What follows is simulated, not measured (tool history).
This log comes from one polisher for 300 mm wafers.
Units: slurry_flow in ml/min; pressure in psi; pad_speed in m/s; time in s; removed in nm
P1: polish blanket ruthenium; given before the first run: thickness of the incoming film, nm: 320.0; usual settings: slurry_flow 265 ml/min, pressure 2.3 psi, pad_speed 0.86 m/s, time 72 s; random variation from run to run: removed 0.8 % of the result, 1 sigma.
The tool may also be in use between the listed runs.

run	day	slurry_flow	pressure	pad_speed	time	wafers polished on this pad	hours since the slurry nozzle was cleaned	hours since the head pressure was calibrated	removed
1	0.408	265	2.3	0.86	72	248	271.4	345.4	73.919
2	0.783	265	2.3	0.86	72	369	280.4	354.4	73.888
# day 0.967: head pressure recalibrated
3	1.362	265	2.3	0.86	72	556	294.3	9.5	73.240
4	1.746	265	2.3	0.86	72	679	303.5	18.7	74.101
# day 1.783: worn pad replaced by a new one
5	2.133	175	2.3	0.86	39	113	312.8	28.0	37.922
6	2.496	265	1.2	0.86	72	230	321.5	36.7	37.933
7	2.825	160	2.3	0.86	72	336	329.4	44.6	68.608
8	3.446	265	3.1	0.60	72	536	344.3	59.5	69.149
9	3.858	190	2.3	1.24	72	669	354.2	69.4	101.600
10	4.454	355	2.3	0.86	72	861	368.5	83.7	76.021
11	5.062	265	2.3	0.86	72	1057	383.1	98.3	74.009
12	5.342	265	2.3	0.52	72	1147	389.8	105.0	44.614
13	5.750	265	2.3	0.86	32	1279	399.6	114.8	33.061
14	6.167	265	2.3	0.86	72	1413	409.6	124.8	73.681
15	6.446	265	3.4	0.86	72	1503	416.3	131.5	110.010
16	6.829	265	2.3	1.28	72	1627	425.5	140.7	111.510
17	7.375	265	2.3	0.86	100	1803	438.6	153.8	103.260
18	7.950	265	2.3	0.86	72	1988	452.4	167.6	73.602
19	8.421	265	2.3	0.86	72	2140	463.7	178.9	72.414
20	8.750	265	2.3	0.86	72	2246	471.6	186.8	70.153
# day 8.883: worn pad replaced by a new one
21	9.317	265	2.3	0.86	72	139	485.2	200.4	68.939
22	9.750	265	2.3	0.86	72	279	495.6	210.8	69.580
23	10.079	265	2.3	0.86	72	385	503.5	218.7	69.901
24	10.408	265	2.3	0.86	72	491	511.4	226.6	69.850

P1 no longer gives what it gave before; its output has crept away from where it was. The following 2 causes, each at its listed size, fit the log equally well:
A: head's pressure below its setpoint, % = 6.26
B: slurry flow missing at the pad, % = 39.5
The process output started creeping at around day 7.950.
Each remaining cause and why it is not a fit:
removal rate lost through wear of the pad, %: serviced after onset, at day 8.883, with no recovery of the prior output

Which of the 4 check runs listed below, each an average over 3 wafers with its results shown as question marks, gives clearly different results under the different listed causes?
check 1	10.738	265	1.4	0.86	72				?
check 2	10.738	265	2.3	0.86	36				?
check 3	10.738	160	3.2	0.86	72				?
check 4	10.738	265	3.1	0.86	72				?

Outcome of each check run for each possible cause:
check	result	if A	if B
check 1	removed	42.185	42.181
check 2	removed	34.652	34.649
check 3	removed	90.349	86.931
check 4	removed	93.409	93.402
How far apart the two closest causes lie, in the result that separates them most: check 1 0.01 %; check 2 0.01 %; check 3 3.86 %; check 4 0.01 %
Only in check 3 would the causes give clearly different results; in the remaining checks their results would be nearly the same.

Check 3 has now been run. It gave: removed 89.788 nm. Which of the candidate causes is it?

Of the candidate causes, it is A: head's pressure below its setpoint, %.
